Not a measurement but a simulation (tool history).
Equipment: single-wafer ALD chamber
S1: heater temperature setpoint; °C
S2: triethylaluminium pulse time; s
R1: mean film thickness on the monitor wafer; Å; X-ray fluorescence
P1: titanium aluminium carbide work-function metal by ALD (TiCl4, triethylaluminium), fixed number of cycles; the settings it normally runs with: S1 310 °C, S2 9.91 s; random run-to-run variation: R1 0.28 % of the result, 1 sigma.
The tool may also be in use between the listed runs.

run 1 hour=13.8 | S1=310 S2=9.91 | R1=20.682
run 2 hour=21.5 | S1=310 S2=9.91 | R1=20.826
run 3 hour=30.6 | S1=330 S2=9.91 | R1=22.675
run 4 hour=39.7 | S1=330 S2=12.82 | R1=23.017
run 5 hour=47.6 | S1=310 S2=9.91 | R1=20.691
run 6 hour=61.6 | S1=310 S2=9.91 | R1=20.912
run 7 hour=77.7 | S1=300 S2=15.46 | R1=20.518
run 8 hour=86.9 | S1=310 S2=14.8 | R1=21.329
run 9 hour=103.9 | S1=310 S2=9.91 | R1=20.836
run 10 hour=117.8 | S1=293 S2=13.98 | R1=19.863
run 11 hour=132.3 | S1=310 S2=9.91 | R1=20.771
run 12 hour=147.4 | S1=310 S2=3.32 | R1=14.699
run 13 hour=156.8 | S1=287 S2=9.91 | R1=18.814
run 14 hour=170.1 | S1=310 S2=9.91 | R1=20.839
run 15 hour=180.3 | S1=310 S2=9.91 | R1=20.718
run 16 hour=189 | S1=310 S2=9.91 | R1=20.614
run 17 hour=197.6 | S1=310 S2=9.91 | R1=20.661
run 18 hour=207.2 | S1=310 S2=9.91 | R1=20.396
run 19 hour=221.1 | S1=310 S2=9.91 | R1=20.389
run 20 hour=236.5 | S1=310 S2=9.91 | R1=20.46
run 21 hour=249.1 | S1=310 S2=9.91 | R1=20.425
run 22 hour=260.7 | S1=310 S2=9.91 | R1=20.443
run 23 hour=270.3 | S1=310 S2=9.91 | R1=20.523
run 24 hour=283.5 | S1=310 S2=9.91 | R1=20.509
run 25 hour=291.3 | S1=310 S2=9.91 | R1=20.513

Something has made what P1 gives creep away from where it was; the 2 causes below, each at its own stated size, fit the log equally well:
A: triethylaluminium dose below that of a fresh bottle (%) = 10.8
B: wafer temperature below the value expected at the setpoint (K) = 3.6
The process output started creeping at around hour 170.1.

4 check runs are offered, one wafer each, their results left as question marks. Which one tells the causes apart?
run check 1 hour=299.1 | S1=287 S2=9.91 | R1=?
run check 2 hour=299.1 | S1=329 S2=12.81 | R1=?
run check 3 hour=299.1 | S1=324 S2=9.91 | R1=?
run check 4 hour=299.1 | S1=310 S2=4.14 | R1=?

What every check run would give for each of its results, assuming each possible cause in turn:
check=check_1 result=R1 if_A=18.508 if_B=18.486
check=check_2 result=R1 if_A=22.758 if_B=22.605
check=check_3 result=R1 if_A=21.674 if_B=21.69
check=check_4 result=R1 if_A=15.471 if_B=16.084
Per-check spread between the two closest causes, in the result where they differ most: check 1 0.12 %; check 2 0.68 %; check 3 0.08 %; check 4 3.88 %
Check 4 tells the causes apart: in the others they would give nearly the same result.

Running check 4 produced the following: R1 15.515 Å. Which one of the listed causes fits?

The correct cause is A, namely: triethylaluminium dose below that of a fresh bottle (%).
